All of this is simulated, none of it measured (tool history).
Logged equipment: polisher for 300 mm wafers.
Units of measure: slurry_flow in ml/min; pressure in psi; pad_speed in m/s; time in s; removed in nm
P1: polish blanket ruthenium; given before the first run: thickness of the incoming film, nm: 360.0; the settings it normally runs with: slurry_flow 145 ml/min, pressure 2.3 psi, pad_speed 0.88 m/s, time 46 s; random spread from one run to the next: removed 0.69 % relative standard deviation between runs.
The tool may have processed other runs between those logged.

run,hour,slurry_flow,pressure,pad_speed,time,wafers polished on this pad,hours since the slurry nozzle was cleaned,hours since the head pressure was calibrated,removed
1,7.9,145,2.3,0.88,46,556,134.6,895.7,43.734
2,12.1,145,2.3,0.88,46,583,138.8,899.9,42.553
3,19.7,145,1.2,0.88,46,633,146.4,907.5,22.901
4,24.3,145,2.3,1.36,46,663,151.0,912.1,67.378
5,29.4,145,2.3,0.88,46,697,156.1,917.2,42.867
6,37.3,145,2.3,0.40,46,749,164.0,925.1,19.730
7,45.5,145,2.3,0.88,66,802,172.2,933.3,63.484
8,49.7,145,2.3,0.88,46,830,176.4,937.5,43.276
9,53.6,145,2.3,0.58,68,855,180.3,941.4,42.391
10,58.5,200,2.3,0.88,46,888,185.2,946.3,45.647
11,65.4,145,3.4,0.56,46,933,192.1,953.2,41.245
12,73.9,145,3.5,0.88,46,988,200.6,961.7,65.928
13,79.6,145,2.3,0.88,46,1026,206.3,967.4,43.631
14,87.7,85,2.3,0.88,46,1079,214.4,975.5,38.332
15,92.3,145,2.3,0.88,21,1109,219.0,980.1,19.938
16,98.0,145,2.3,0.88,46,1146,224.7,985.8,43.504
17,102.2,145,2.3,0.88,46,1174,228.9,990.0,42.517
18,107.7,145,2.3,0.88,46,1210,234.4,995.5,41.948
19,116.0,145,2.3,0.88,46,1264,242.7,1003.8,41.372
20,121.5,145,2.3,0.88,46,1300,248.2,1009.3,41.524
# hour 125.5: worn pad replaced by a new one
21,126.4,145,2.3,0.88,46,6,253.1,1014.2,40.963
22,132.5,145,2.3,0.88,46,46,259.2,1020.3,41.079
23,138.2,145,2.3,0.88,46,83,264.9,1026.0,40.411
24,146.2,145,2.3,0.88,46,136,272.9,1034.0,40.478
25,150.6,145,2.3,0.88,46,164,277.3,1038.4,40.467
26,159.0,145,2.3,0.88,46,219,285.7,1046.8,40.287

Compared with where it was, what P1 gives has crept away. Each cause listed below fits the log as well as the rest, at the size given for it:
A: head's pressure below its setpoint, % = 7.11
B: slurry flow missing at the pad, % = 29.6
The onset of the drift is placed at about hour 98.0.
Why every other cause is out:
removal rate lost through wear of the pad, %: serviced at hour 125.5, after the drift had started, without restoring the earlier output

The 4 check runs listed below each average the results of 2 wafers, and their outcomes are marked with question marks. Under which run would the listed causes produce clearly different results?
check 1,167.4,145,2.3,0.42,58,,,,?
check 2,167.4,145,2.3,0.48,46,,,,?
check 3,167.4,85,2.3,1.36,46,,,,?
check 4,167.4,145,3.3,0.88,46,,,,?

Outcome of each check run for each possible cause:
check,result,if A,if B
check 1,removed,24.279,24.280
check 2,removed,22.007,22.008
check 3,removed,55.173,52.826
check 4,removed,57.887,57.889
Separation of the two closest causes in each check, using whichever result separates them best: check 1 0 %; check 2 0 %; check 3 4.35 %; check 4 0 %
Check 3 tells the causes apart: in the others they would give nearly the same result.

Then check 3 was run and gave: removed 52.880 nm. Which cause is it?

Of the candidate causes, it is B: slurry flow missing at the pad, %.

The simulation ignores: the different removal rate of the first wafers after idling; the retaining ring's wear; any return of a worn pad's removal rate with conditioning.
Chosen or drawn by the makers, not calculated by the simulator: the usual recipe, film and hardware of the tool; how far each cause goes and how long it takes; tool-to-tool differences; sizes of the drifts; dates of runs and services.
